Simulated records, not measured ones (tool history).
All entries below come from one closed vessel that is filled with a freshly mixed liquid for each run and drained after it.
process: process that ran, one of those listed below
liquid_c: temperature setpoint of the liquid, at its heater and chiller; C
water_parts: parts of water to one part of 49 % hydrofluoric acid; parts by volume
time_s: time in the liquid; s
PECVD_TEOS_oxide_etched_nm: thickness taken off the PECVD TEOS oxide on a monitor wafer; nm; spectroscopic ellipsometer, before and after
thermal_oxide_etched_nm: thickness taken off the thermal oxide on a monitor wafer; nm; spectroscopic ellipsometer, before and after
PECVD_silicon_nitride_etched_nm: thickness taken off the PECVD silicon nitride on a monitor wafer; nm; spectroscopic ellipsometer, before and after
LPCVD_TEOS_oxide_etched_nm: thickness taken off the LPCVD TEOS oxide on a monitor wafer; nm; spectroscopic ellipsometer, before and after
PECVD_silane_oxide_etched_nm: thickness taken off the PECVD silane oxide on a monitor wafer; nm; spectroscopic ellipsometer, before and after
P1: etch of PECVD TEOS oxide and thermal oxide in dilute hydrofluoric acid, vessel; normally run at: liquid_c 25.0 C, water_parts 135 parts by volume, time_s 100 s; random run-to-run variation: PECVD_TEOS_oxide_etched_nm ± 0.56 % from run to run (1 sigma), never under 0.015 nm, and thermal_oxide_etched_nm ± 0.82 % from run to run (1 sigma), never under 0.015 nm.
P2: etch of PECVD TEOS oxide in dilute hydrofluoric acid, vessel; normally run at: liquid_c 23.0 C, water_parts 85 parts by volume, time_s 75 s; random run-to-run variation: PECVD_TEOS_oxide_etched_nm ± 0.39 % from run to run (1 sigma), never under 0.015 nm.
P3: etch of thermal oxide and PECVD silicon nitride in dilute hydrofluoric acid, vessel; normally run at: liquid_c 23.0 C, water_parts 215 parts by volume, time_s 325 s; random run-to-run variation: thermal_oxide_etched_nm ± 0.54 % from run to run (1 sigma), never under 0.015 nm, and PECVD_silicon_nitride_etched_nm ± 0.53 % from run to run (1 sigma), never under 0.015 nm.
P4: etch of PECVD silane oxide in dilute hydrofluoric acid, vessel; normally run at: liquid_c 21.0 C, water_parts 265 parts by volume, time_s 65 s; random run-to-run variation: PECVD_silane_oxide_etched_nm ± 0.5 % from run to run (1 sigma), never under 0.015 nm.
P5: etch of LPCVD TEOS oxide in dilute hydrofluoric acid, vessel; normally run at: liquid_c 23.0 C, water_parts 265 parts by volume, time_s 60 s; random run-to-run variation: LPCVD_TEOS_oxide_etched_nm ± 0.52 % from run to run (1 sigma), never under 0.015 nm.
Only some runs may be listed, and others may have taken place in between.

| run | hour | process | liquid_c | water_parts | time_s | PECVD_TEOS_oxide_etched_nm | thermal_oxide_etched_nm | PECVD_silicon_nitride_etched_nm | LPCVD_TEOS_oxide_etched_nm | PECVD_silane_oxide_etched_nm |
|---|---|---|---|---|---|---|---|---|---|---|
| 1 | 8.7 | P1 | 25.0 | 135 | 100 | 10.3110 | 3.27640 |  |  |  |
| 2 | 20.4 | P3 | 23.0 | 215 | 325 |  | 6.16710 | 5.6409 |  |  |
| 3 | 34.3 | P1 | 25.0 | 220 | 30 | 1.7397 | 0.56837 |  |  |  |
| 4 | 45.1 | P2 | 17.0 | 85 | 75 | 9.9525 |  |  |  |  |
| 5 | 59.5 | P5 | 23.0 | 100 | 60 |  |  |  | 33.1210 |  |
| 6 | 66.6 | P1 | 25.0 | 135 | 100 | 10.2970 | 3.30970 |  |  |  |
| 7 | 81.8 | P4 | 21.0 | 405 | 65 |  |  |  |  | 3.0454 |
| 8 | 91.7 | P2 | 23.0 | 85 | 75 | 12.7880 |  |  |  |  |
| 9 | 104.4 | P4 | 21.0 | 265 | 130 |  |  |  |  | 10.6900 |
| 10 | 119.8 | P1 | 25.0 | 135 | 100 | 10.2070 | 3.27730 |  |  |  |
| 11 | 130.2 | P2 | 23.0 | 85 | 30 | 5.1325 |  |  |  |  |
| 12 | 143.4 | P2 | 23.0 | 135 | 75 | 7.6260 |  |  |  |  |
| 13 | 157.8 | P5 | 23.0 | 265 | 30 |  |  |  | 5.2006 |  |
| 14 | 165.1 | P1 | 25.0 | 135 | 100 | 10.2620 | 3.31700 |  |  |  |
| 15 | 176.9 | P5 | 23.0 | 265 | 60 |  |  |  | 10.3570 |  |
| 16 | 187.0 | P1 | 25.0 | 45 | 100 | 34.6640 | 11.17100 |  |  |  |
| 17 | 197.3 | P3 | 23.0 | 215 | 325 |  | 6.09260 | 5.6404 |  |  |
| 18 | 210.8 | P5 | 23.0 | 265 | 60 |  |  |  | 10.3190 |  |
| 19 | 217.4 | P1 | 25.0 | 135 | 155 | 15.7010 | 5.03760 |  |  |  |
| 20 | 230.1 | P1 | 25.0 | 135 | 50 | 5.1677 | 1.62110 |  |  |  |
| 21 | 242.6 | P3 | 23.0 | 40 | 325 |  | 40.49900 | 29.3730 |  |  |
| 22 | 252.7 | P4 | 21.0 | 265 | 65 |  |  |  |  | 5.3300 |
| 23 | 263.1 | P3 | 30.0 | 215 | 325 |  | 7.93020 | 8.5632 |  |  |
| 24 | 275.8 | P3 | 23.0 | 215 | 90 |  | 1.69600 | 1.5297 |  |  |
| 25 | 288.7 | P1 | 17.0 | 135 | 100 | 7.4367 | 2.40760 |  |  |  |
| 26 | 300.3 | P4 | 25.5 | 265 | 65 |  |  |  |  | 6.3528 |
| 27 | 315.1 | P1 | 25.0 | 215 | 100 | 5.8778 | 1.92110 |  |  |  |
| 28 | 327.9 | P1 | 31.0 | 135 | 100 | 12.9420 | 4.12050 |  |  |  |
| 29 | 342.3 | P5 | 17.5 | 265 | 60 |  |  |  | 8.4797 |  |
| 30 | 352.3 | P1 | 25.0 | 135 | 100 | 10.2870 | 3.31410 |  |  |  |
| 31 | 365.2 | P1 | 25.0 | 135 | 100 | 10.0180 | 3.27870 |  |  |  |
| 32 | 372.0 | P1 | 25.0 | 135 | 100 | 9.8957 | 3.21380 |  |  |  |
| 33 | 384.7 | P1 | 25.0 | 135 | 100 | 9.7992 | 3.18530 |  |  |  |
| 34 | 391.9 | P1 | 25.0 | 135 | 100 | 9.7689 | 3.13510 |  |  |  |
| 35 | 399.2 | P1 | 25.0 | 135 | 100 | 9.6530 | 3.14970 |  |  |  |
| 36 | 409.6 | P1 | 25.0 | 135 | 100 | 9.7385 | 3.10570 |  |  |  |
| 37 | 420.8 | P1 | 25.0 | 135 | 100 | 9.6727 | 3.08200 |  |  |  |
| 38 | 431.3 | P1 | 25.0 | 135 | 100 | 9.7316 | 3.13220 |  |  |  |
| 39 | 438.5 | P1 | 25.0 | 135 | 100 | 9.5879 | 3.13630 |  |  |  |
| 40 | 451.5 | P1 | 25.0 | 135 | 100 | 9.5715 | 3.09550 |  |  |  |
| 41 | 464.8 | P1 | 25.0 | 135 | 100 | 9.6763 | 3.08730 |  |  |  |

Something has made what P1 gives creep away from where it was; the 2 causes below, each at its own stated size, fit the log equally well:
A: liquid colder than its thermometer reads (K) = 1.73
B: hydrofluoric acid flow below the setpoint (%) = 5.56
The creep began at about hour 352.3.

Listed below are the offered check runs, one wafer per run, with question marks in place of results. For which of them would the causes give clearly different outcomes?
| check 1 | 478.1 | P3 | 23.0 | 215 | 325 |  | ? | ? |  |  |
| check 2 | 478.1 | P2 | 23.0 | 85 | 75 | ? |  |  |  |  |
| check 3 | 478.1 | P4 | 21.0 | 265 | 65 |  |  |  |  | ? |
| check 4 | 478.1 | P5 | 23.0 | 265 | 60 |  |  |  | ? |  |

Check results expected under each cause:
| check | result | if A | if B |
|---|---|---|---|
| check 1 | thermal_oxide_etched_nm | 5.77130 | 5.73930 |
| check 1 | PECVD_silicon_nitride_etched_nm | 5.0474 | 5.3293 |
| check 2 | PECVD_TEOS_oxide_etched_nm | 11.9820 | 12.0680 |
| check 3 | PECVD_silane_oxide_etched_nm | 5.0115 | 4.9740 |
| check 4 | LPCVD_TEOS_oxide_etched_nm | 9.7649 | 9.6709 |
Gap, in per cent, between the two causes that each check separates least, read from the result that separates them most: check 1 5.43 %; check 2 0.72 %; check 3 0.75 %; check 4 0.97 %
Only in check 1 would the causes give clearly different results; in the remaining checks their results would be nearly the same.

With check 1 done, the readings were: thermal_oxide_etched_nm 5.70980 nm; PECVD_silicon_nitride_etched_nm 5.3291 nm. Identify which of the listed causes applies.

It is B: hydrofluoric acid flow below the setpoint (%).
